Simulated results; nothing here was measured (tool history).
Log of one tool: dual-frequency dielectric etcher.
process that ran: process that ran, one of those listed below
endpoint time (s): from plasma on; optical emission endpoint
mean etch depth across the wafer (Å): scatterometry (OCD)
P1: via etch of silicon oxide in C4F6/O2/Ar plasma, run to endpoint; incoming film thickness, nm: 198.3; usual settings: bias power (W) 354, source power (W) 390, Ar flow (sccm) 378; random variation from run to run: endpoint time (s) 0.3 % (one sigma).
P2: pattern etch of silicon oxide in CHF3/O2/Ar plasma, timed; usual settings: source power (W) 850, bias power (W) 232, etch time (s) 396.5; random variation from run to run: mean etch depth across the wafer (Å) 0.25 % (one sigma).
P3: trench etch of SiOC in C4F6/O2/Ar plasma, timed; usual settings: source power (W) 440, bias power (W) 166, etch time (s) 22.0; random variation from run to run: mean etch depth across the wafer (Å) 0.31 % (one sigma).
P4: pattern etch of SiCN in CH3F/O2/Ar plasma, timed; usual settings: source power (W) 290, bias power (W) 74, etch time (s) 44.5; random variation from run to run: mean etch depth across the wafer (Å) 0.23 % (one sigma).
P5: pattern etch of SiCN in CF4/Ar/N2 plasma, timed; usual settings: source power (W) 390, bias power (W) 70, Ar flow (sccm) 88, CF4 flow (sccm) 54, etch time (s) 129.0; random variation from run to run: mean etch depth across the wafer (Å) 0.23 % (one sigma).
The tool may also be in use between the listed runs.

run	hour	process that ran	bias power (W)	source power (W)	Ar flow (sccm)	etch time (s)	CF4 flow (sccm)	hours since the last wet clean	hours since the last bias power generator calibration	hours since the last source power generator calibration	hours since the last Ar flow controller change	endpoint time (s)	mean etch depth across the wafer (Å)
1	11.0	P1	354	390	378			186.0	996.2	1342.6	1253.1	50.385	
2	18.2	P4	74	200		44.5		193.2	1003.4	1349.8	1260.3		128.180
3	29.1	P4	74	290		44.5		204.1	1014.3	1360.7	1271.2		147.520
4	41.7	P1	488	390	378			216.7	1026.9	1373.3	1283.8	44.691	
5	48.3	P1	239	390	378			223.3	1033.5	1379.9	1290.4	57.394	
6	58.7	P1	354	390	378			233.7	1043.9	1390.3	1300.8	50.342	
7	70.0	P2	321	850		396.5		245.0	1055.2	1401.6	1312.1		10801.000
# hour 71.4: Ar flow controller replaced
8	76.2	P1	354	390	495			251.2	1061.4	1407.8	4.9	51.577	
# hour 85.6: source power generator calibrated
9	85.9	P1	354	390	378			260.9	1071.1	0.3	14.6	50.185	
10	97.6	P3	166	440		22.0		272.6	1082.8	12.0	26.3		459.690
11	104.0	P5	70	540	88	129.0	54	279.0	1089.2	18.4	32.7		1251.000
12	115.7	P1	273	390	280			290.7	1100.9	30.1	44.4	53.168	
13	125.9	P1	354	390	378			300.9	1111.1	40.3	54.6	50.414	
14	134.1	P5	70	390	88	129.0	73	309.1	1119.3	48.5	62.8		980.280
15	146.6	P1	354	270	378			321.6	1131.8	61.0	75.3	57.752	
16	155.3	P2	232	850		396.5		330.3	1140.5	69.7	84.0		9654.700
17	166.8	P2	232	850		596.0		341.8	1152.0	81.2	95.5		14483.000
18	173.0	P3	166	610		22.0		348.0	1158.2	87.4	101.7		525.650
19	185.0	P1	354	390	301			360.0	1170.2	99.4	113.7	48.949	
20	196.2	P4	74	290		24.5		371.2	1181.4	110.6	124.9		81.411
21	208.0	P3	166	440		31.5		383.0	1193.2	122.4	136.7		663.070
22	216.2	P2	232	1020		396.5		391.2	1201.4	130.6	144.9		10327.000

The next listed run, before its measurement:
23	226.2	P5	70	390	88	173.5	54	401.2	1211.4	140.6	154.9		?

mean etch depth across the wafer (Å): 1264.200
